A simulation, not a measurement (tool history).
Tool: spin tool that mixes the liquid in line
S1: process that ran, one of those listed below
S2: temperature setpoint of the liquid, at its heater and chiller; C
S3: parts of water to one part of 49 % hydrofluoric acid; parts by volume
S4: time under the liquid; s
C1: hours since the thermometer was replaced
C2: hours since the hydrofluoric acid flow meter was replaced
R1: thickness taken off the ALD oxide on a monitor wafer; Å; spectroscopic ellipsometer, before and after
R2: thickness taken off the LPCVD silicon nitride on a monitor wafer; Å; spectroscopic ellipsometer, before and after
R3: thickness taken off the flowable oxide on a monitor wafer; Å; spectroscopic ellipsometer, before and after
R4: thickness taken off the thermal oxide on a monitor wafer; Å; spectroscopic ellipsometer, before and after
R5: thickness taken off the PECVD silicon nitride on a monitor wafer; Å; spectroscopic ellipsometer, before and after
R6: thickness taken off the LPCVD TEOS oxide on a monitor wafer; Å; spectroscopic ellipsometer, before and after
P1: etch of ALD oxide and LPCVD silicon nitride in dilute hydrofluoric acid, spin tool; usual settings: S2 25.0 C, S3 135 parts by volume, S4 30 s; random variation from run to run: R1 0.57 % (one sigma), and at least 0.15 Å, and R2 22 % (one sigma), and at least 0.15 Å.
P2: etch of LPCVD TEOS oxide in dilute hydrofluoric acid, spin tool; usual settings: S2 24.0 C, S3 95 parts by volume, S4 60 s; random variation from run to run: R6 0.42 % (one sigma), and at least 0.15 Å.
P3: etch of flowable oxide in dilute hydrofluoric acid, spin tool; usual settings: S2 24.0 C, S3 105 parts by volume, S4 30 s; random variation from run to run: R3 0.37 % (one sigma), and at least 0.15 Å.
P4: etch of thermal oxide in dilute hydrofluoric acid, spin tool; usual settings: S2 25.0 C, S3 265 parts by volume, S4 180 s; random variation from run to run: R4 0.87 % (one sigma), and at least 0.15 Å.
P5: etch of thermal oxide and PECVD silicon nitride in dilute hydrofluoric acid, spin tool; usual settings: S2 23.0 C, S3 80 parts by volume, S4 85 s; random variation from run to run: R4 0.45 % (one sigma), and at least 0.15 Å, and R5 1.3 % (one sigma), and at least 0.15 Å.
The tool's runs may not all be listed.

{"run": 1, "day": 0.196, "S1": "P1", "S2": 25.0, "S3": 135, "S4": 30, "C1": 1887.5, "C2": 754.7, "R1": 70.811, "R2": 0.92554}
{"run": 2, "day": 0.325, "S1": "P3", "S2": 24.0, "S3": 60, "S4": 30, "C1": 1890.6, "C2": 757.8, "R3": 156.58}
{"run": 3, "day": 0.533, "S1": "P4", "S2": 25.0, "S3": 265, "S4": 180, "C1": 1895.6, "C2": 762.8, "R4": 26.789}
{"run": 4, "day": 0.692, "S1": "P1", "S2": 25.0, "S3": 135, "S4": 30, "C1": 1899.4, "C2": 766.6, "R1": 69.93, "R2": 1.5533}
{"run": 5, "day": 0.833, "S1": "P3", "S2": 24.0, "S3": 105, "S4": 30, "C1": 1902.8, "C2": 770.0, "R3": 84.652}
{"run": 6, "day": 1.083, "S1": "P5", "S2": 23.0, "S3": 80, "S4": 85, "C1": 1908.8, "C2": 776.0, "R4": 48.701, "R5": 17.015}
{"run": 7, "day": 1.292, "S1": "P1", "S2": 30.0, "S3": 135, "S4": 15, "C1": 1913.8, "C2": 781.0, "R1": 42.471, "R2": 0.42475}
{"run": 8, "day": 1.492, "S1": "P1", "S2": 25.0, "S3": 135, "S4": 60, "C1": 1918.6, "C2": 785.8, "R1": 141.14, "R2": 2.8009}
{"run": 9, "day": 1.746, "S1": "P4", "S2": 19.5, "S3": 265, "S4": 180, "C1": 1924.7, "C2": 791.9, "R4": 22.728}
{"run": 10, "day": 1.962, "S1": "P1", "S2": 25.0, "S3": 70, "S4": 30, "C1": 1929.9, "C2": 797.1, "R1": 147.56, "R2": 2.3293}
{"run": 11, "day": 2.196, "S1": "P4", "S2": 25.0, "S3": 265, "S4": 180, "C1": 1935.5, "C2": 802.7, "R4": 27.187}
{"run": 12, "day": 2.421, "S1": "P5", "S2": 27.5, "S3": 80, "S4": 85, "C1": 1940.9, "C2": 808.1, "R4": 58.283, "R5": 22.894}
{"run": 13, "day": 2.546, "S1": "P1", "S2": 25.0, "S3": 135, "S4": 30, "C1": 1943.9, "C2": 811.1, "R1": 71.132, "R2": 0.98673}
{"run": 14, "day": 2.733, "S1": "P2", "S2": 24.0, "S3": 145, "S4": 60, "C1": 1948.4, "C2": 815.6, "R6": 68.354}
{"run": 15, "day": 2.842, "S1": "P2", "S2": 24.0, "S3": 95, "S4": 35, "C1": 1951.0, "C2": 818.2, "R6": 64.79}
{"run": 16, "day": 3.079, "S1": "P1", "S2": 25.0, "S3": 135, "S4": 30, "C1": 1956.7, "C2": 823.9, "R1": 70.779, "R2": 0.83607}
{"run": 17, "day": 3.308, "S1": "P1", "S2": 25.0, "S3": 135, "S4": 15, "C1": 1962.2, "C2": 829.4, "R1": 35.035, "R2": 0.71075}
{"run": 18, "day": 3.454, "S1": "P3", "S2": 28.0, "S3": 105, "S4": 30, "C1": 1965.7, "C2": 832.9, "R3": 98.458}
{"run": 19, "day": 3.7, "S1": "P1", "S2": 25.0, "S3": 135, "S4": 30, "C1": 1971.6, "C2": 838.8, "R1": 70.707, "R2": 0.69706}
{"run": 20, "day": 3.917, "S1": "P4", "S2": 25.0, "S3": 425, "S4": 180, "C1": 1976.8, "C2": 844.0, "R4": 14.307}
{"run": 21, "day": 4.112, "S1": "P3", "S2": 24.0, "S3": 105, "S4": 30, "C1": 1981.5, "C2": 848.7, "R3": 85.045}
{"run": 22, "day": 4.321, "S1": "P1", "S2": 25.0, "S3": 135, "S4": 30, "C1": 1986.5, "C2": 853.7, "R1": 70.7, "R2": 0.67129}
{"run": 23, "day": 4.483, "S1": "P1", "S2": 33.0, "S3": 135, "S4": 30, "C1": 1990.4, "C2": 857.6, "R1": 94.948, "R2": 1.9464}
{"run": 24, "day": 4.725, "S1": "P2", "S2": 20.5, "S3": 95, "S4": 60, "C1": 1996.2, "C2": 863.4, "R6": 96.702}
{"run": 25, "day": 4.904, "S1": "P4", "S2": 25.0, "S3": 265, "S4": 75, "C1": 2000.5, "C2": 867.7, "R4": 11.289}
{"run": 26, "day": 5.117, "S1": "P5", "S2": 23.0, "S3": 80, "S4": 170, "C1": 2005.6, "C2": 872.8, "R4": 97.117, "R5": 33.647}
{"run": 27, "day": 5.338, "S1": "P1", "S2": 21.0, "S3": 135, "S4": 30, "C1": 2010.9, "C2": 878.1, "R1": 60.359, "R2": 1.0579}
{"run": 28, "day": 5.542, "S1": "P1", "S2": 25.0, "S3": 215, "S4": 30, "C1": 2015.8, "C2": 883.0, "R1": 40.274, "R2": 1.0776}
{"run": 29, "day": 5.767, "S1": "P5", "S2": 23.0, "S3": 80, "S4": 85, "C1": 2021.2, "C2": 888.4, "R4": 48.678, "R5": 16.909}
{"run": 30, "day": 5.983, "S1": "P5", "S2": 23.0, "S3": 125, "S4": 85, "C1": 2026.4, "C2": 893.6, "R4": 29.163, "R5": 11.252}
{"run": 31, "day": 6.225, "S1": "P1", "S2": 25.0, "S3": 135, "S4": 30, "C1": 2032.2, "C2": 899.4, "R1": 71.049, "R2": 0.86155}
{"run": 32, "day": 6.346, "S1": "P2", "S2": 24.0, "S3": 95, "S4": 60, "C1": 2035.1, "C2": 902.3, "R6": 111.43}
{"run": 33, "day": 6.483, "S1": "P3", "S2": 24.0, "S3": 105, "S4": 15, "C1": 2038.4, "C2": 905.6, "R3": 42.241}
{"run": 34, "day": 6.688, "S1": "P1", "S2": 25.0, "S3": 135, "S4": 30, "C1": 2043.3, "C2": 910.5, "R1": 70.929, "R2": 1.4252}
{"run": 35, "day": 6.825, "S1": "P1", "S2": 25.0, "S3": 135, "S4": 30, "C1": 2046.6, "C2": 913.8, "R1": 68.551, "R2": 1.502}
{"run": 36, "day": 7.067, "S1": "P1", "S2": 25.0, "S3": 135, "S4": 30, "C1": 2052.4, "C2": 919.6, "R1": 67.615, "R2": 1.2786}
{"run": 37, "day": 7.192, "S1": "P1", "S2": 25.0, "S3": 135, "S4": 30, "C1": 2055.4, "C2": 922.6, "R1": 66.25, "R2": 0.89985}
{"run": 38, "day": 7.392, "S1": "P1", "S2": 25.0, "S3": 135, "S4": 30, "C1": 2060.2, "C2": 927.4, "R1": 65.86, "R2": 0.89136}
{"run": 39, "day": 7.562, "S1": "P1", "S2": 25.0, "S3": 135, "S4": 30, "C1": 2064.3, "C2": 931.5, "R1": 65.505, "R2": 0.63993}
{"run": 40, "day": 7.708, "S1": "P1", "S2": 25.0, "S3": 135, "S4": 30, "C1": 2067.8, "C2": 935.0, "R1": 65.979, "R2": 1.28}
{"run": 41, "day": 7.942, "S1": "P1", "S2": 25.0, "S3": 135, "S4": 30, "C1": 2073.4, "C2": 940.6, "R1": 65.114, "R2": 1.4663}
{"run": 42, "day": 8.108, "S1": "P1", "S2": 25.0, "S3": 135, "S4": 30, "C1": 2077.4, "C2": 944.6, "R1": 65.049, "R2": 1.2074}
{"run": 43, "day": 8.325, "S1": "P1", "S2": 25.0, "S3": 135, "S4": 30, "C1": 2082.6, "C2": 949.8, "R1": 64.644, "R2": 0.97834}
{"run": 44, "day": 8.446, "S1": "P1", "S2": 25.0, "S3": 135, "S4": 30, "C1": 2085.5, "C2": 952.7, "R1": 66.066, "R2": 1.0508}

What P1 gives has crept away from where it was. These 2 causes fit the log equally well, each at the size given:
A: liquid colder than its thermometer reads (K) = 2.04
B: hydrofluoric acid flow below the setpoint (%) = 6.53
The creep began at about day 6.688.

4 check runs are offered, each on 3 wafers whose results are averaged, their results left as question marks. Which one tells the causes apart?
{"run": "check 1", "day": 8.567, "S1": "P4", "S2": 25.0, "S3": 265, "S4": 180, "R4": "?"}
{"run": "check 2", "day": 8.567, "S1": "P3", "S2": 24.0, "S3": 105, "S4": 30, "R3": "?"}
{"run": "check 3", "day": 8.567, "S1": "P5", "S2": 23.0, "S3": 80, "S4": 85, "R4": "?", "R5": "?"}
{"run": "check 4", "day": 8.567, "S1": "P2", "S2": 24.0, "S3": 95, "S4": 60, "R6": "?"}

What each check would give under each cause:
check=check_1 result=R4 if_A=25.358 if_B=25.006
check=check_2 result=R3 if_A=78.007 if_B=78.384
check=check_3 result=R4 if_A=44.717 if_B=45.123
check=check_3 result=R5 if_A=14.849 if_B=15.948
check=check_4 result=R6 if_A=102.240 if_B=102.870
How far apart the two closest causes lie, in the result that separates them most: check 1 1.4 %; check 2 0.48 %; check 3 7.14 %; check 4 0.61 %
Check 3 tells the causes apart: in the others they would give nearly the same result.

Check 3 was then run and gave: R4 44.598 Å; R5 14.934 Å. Which cause is it?

It is A: liquid colder than its thermometer reads (K).

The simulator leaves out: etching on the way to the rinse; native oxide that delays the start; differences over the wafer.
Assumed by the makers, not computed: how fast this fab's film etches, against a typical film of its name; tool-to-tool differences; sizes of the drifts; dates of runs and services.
